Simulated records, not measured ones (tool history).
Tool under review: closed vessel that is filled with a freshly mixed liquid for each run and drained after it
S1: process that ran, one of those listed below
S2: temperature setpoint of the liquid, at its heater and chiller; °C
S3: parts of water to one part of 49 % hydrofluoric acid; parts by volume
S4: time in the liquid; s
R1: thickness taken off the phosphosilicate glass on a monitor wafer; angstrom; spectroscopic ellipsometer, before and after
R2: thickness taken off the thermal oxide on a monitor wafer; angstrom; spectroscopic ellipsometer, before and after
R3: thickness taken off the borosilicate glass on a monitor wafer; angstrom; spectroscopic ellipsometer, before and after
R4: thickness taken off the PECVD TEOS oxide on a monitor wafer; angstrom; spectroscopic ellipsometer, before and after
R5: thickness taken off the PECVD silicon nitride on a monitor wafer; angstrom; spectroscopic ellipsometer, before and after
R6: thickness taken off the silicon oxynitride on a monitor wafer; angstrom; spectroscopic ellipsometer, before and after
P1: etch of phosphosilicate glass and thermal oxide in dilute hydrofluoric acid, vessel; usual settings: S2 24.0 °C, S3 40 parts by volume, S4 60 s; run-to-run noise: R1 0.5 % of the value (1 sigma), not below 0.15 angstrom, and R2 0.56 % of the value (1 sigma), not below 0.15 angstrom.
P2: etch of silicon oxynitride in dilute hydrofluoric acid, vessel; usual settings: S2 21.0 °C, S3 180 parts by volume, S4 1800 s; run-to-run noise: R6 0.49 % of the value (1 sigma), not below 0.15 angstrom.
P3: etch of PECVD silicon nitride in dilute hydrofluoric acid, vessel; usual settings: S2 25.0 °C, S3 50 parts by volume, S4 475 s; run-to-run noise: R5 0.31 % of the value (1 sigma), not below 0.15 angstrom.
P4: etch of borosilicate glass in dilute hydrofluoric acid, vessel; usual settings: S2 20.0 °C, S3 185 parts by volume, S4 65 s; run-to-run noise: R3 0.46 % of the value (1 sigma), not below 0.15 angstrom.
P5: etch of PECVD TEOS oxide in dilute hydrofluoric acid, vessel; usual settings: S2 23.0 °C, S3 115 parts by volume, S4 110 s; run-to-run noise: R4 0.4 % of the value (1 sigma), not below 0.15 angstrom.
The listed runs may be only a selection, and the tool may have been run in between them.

run 1 hour=12.0 | S1=P1 S2=24.0 S3=40 S4=60 | R1=986.23 R2=74.268
run 2 hour=22.7 | S1=P4 S2=20.0 S3=275 S4=65 | R3=28.428
run 3 hour=37.4 | S1=P5 S2=23.0 S3=115 S4=30 | R4=39.321
run 4 hour=49.5 | S1=P1 S2=29.0 S3=40 S4=110 | R1=2209.30 R2=166.910
run 5 hour=62.4 | S1=P1 S2=18.0 S3=40 S4=60 | R1=764.41 R2=57.275
run 6 hour=75.3 | S1=P1 S2=24.0 S3=40 S4=60 | R1=992.85 R2=73.641
run 7 hour=87.4 | S1=P3 S2=25.0 S3=50 S4=475 | R5=178.89
run 8 hour=100.8 | S1=P3 S2=32.0 S3=50 S4=475 | R5=282.39
run 9 hour=108.3 | S1=P3 S2=25.0 S3=50 S4=715 | R5=268.44
run 10 hour=121.4 | S1=P5 S2=27.0 S3=115 S4=110 | R4=166.640
run 11 hour=134.7 | S1=P1 S2=24.0 S3=40 S4=60 | R1=977.84 R2=74.006
run 12 hour=143.7 | S1=P5 S2=23.0 S3=35 S4=110 | R4=519.180
run 13 hour=152.5 | S1=P1 S2=24.0 S3=55 S4=60 | R1=698.75 R2=52.321
run 14 hour=160.5 | S1=P4 S2=20.0 S3=185 S4=65 | R3=46.338
run 15 hour=170.3 | S1=P4 S2=20.0 S3=185 S4=65 | R3=46.136
run 16 hour=186.7 | S1=P4 S2=20.0 S3=185 S4=30 | R3=21.378
run 17 hour=197.1 | S1=P1 S2=29.5 S3=40 S4=60 | R1=1233.30 R2=92.166
run 18 hour=212.5 | S1=P1 S2=24.0 S3=40 S4=100 | R1=1624.40 R2=123.560
run 19 hour=221.2 | S1=P3 S2=25.0 S3=50 S4=475 | R5=179.82
run 20 hour=232.6 | S1=P3 S2=25.0 S3=85 S4=475 | R5=105.97
run 21 hour=240.8 | S1=P1 S2=24.0 S3=40 S4=60 | R1=980.67 R2=74.076
run 22 hour=257.1 | S1=P1 S2=24.0 S3=20 S4=60 | R1=2016.00 R2=149.810
run 23 hour=266.4 | S1=P4 S2=17.0 S3=185 S4=65 | R3=40.874
run 24 hour=276.9 | S1=P2 S2=17.0 S3=180 S4=1800 | R6=124.80
run 25 hour=285.6 | S1=P2 S2=21.0 S3=100 S4=1800 | R6=285.17
run 26 hour=296.9 | S1=P2 S2=21.0 S3=180 S4=1800 | R6=150.96
run 27 hour=309.6 | S1=P5 S2=23.0 S3=115 S4=110 | R4=144.050
run 28 hour=325.6 | S1=P2 S2=21.0 S3=180 S4=2610 | R6=217.46
run 29 hour=334.8 | S1=P1 S2=24.0 S3=40 S4=30 | R1=489.50 R2=36.762
run 30 hour=346.6 | S1=P1 S2=24.0 S3=40 S4=60 | R1=977.39 R2=73.989
run 31 hour=361.2 | S1=P1 S2=24.0 S3=40 S4=60 | R1=984.18 R2=73.815
run 32 hour=374.2 | S1=P5 S2=23.0 S3=115 S4=110 | R4=142.560
run 33 hour=385.2 | S1=P1 S2=24.0 S3=40 S4=60 | R1=979.28 R2=73.689
run 34 hour=396.8 | S1=P1 S2=24.0 S3=40 S4=60 | R1=1006.60 R2=75.035
run 35 hour=412.4 | S1=P1 S2=24.0 S3=40 S4=60 | R1=1025.90 R2=76.522
run 36 hour=423.4 | S1=P1 S2=24.0 S3=40 S4=60 | R1=1037.90 R2=78.009
run 37 hour=431.5 | S1=P1 S2=24.0 S3=40 S4=60 | R1=1049.40 R2=78.240
run 38 hour=447.6 | S1=P1 S2=24.0 S3=40 S4=60 | R1=1038.00 R2=77.350
run 39 hour=457.5 | S1=P1 S2=24.0 S3=40 S4=60 | R1=1042.30 R2=78.638
run 40 hour=474.1 | S1=P1 S2=24.0 S3=40 S4=60 | R1=1055.80 R2=78.273
run 41 hour=489.4 | S1=P1 S2=24.0 S3=40 S4=60 | R1=1053.20 R2=79.277
run 42 hour=504.2 | S1=P1 S2=24.0 S3=40 S4=60 | R1=1039.70 R2=79.147

What P1 gives has crept away from where it was. These 2 causes fit the log equally well, each at the size given:
A: hydrofluoric acid flow above the setpoint (%) = 6.68
B: liquid hotter than its thermometer reads (K) = 1.65
The onset of the drift is placed at about hour 385.2.

Listed below are the offered check runs, one wafer per run, with question marks in place of results. For which of them would the causes give clearly different outcomes?
run check 1 hour=519.0 | S1=P2 S2=21.0 S3=180 S4=1800 | R6=?
run check 2 hour=519.0 | S1=P5 S2=23.0 S3=115 S4=110 | R4=?
run check 3 hour=519.0 | S1=P4 S2=20.0 S3=185 S4=65 | R3=?
run check 4 hour=519.0 | S1=P3 S2=25.0 S3=50 S4=475 | R5=?

Predicted outcomes, by check and by cause:
check=check_1 result=R6 if_A=161.54 if_B=162.11
check=check_2 result=R4 if_A=154.050 if_B=152.760
check=check_3 result=R3 if_A=49.904 if_B=49.282
check=check_4 result=R5 if_A=190.58 if_B=199.64
Smallest distance between any two causes, each pair judged by its most separating result, in per cent: check 1 0.35 %; check 2 0.84 %; check 3 1.25 %; check 4 4.64 %
Check 4 distinguishes between the causes, while the remaining checks would return nearly the same result for all of them.

With check 4 done, the readings were: R5 190.69 angstrom. Identify which of the listed causes applies.

A is the cause: hydrofluoric acid flow above the setpoint (%).
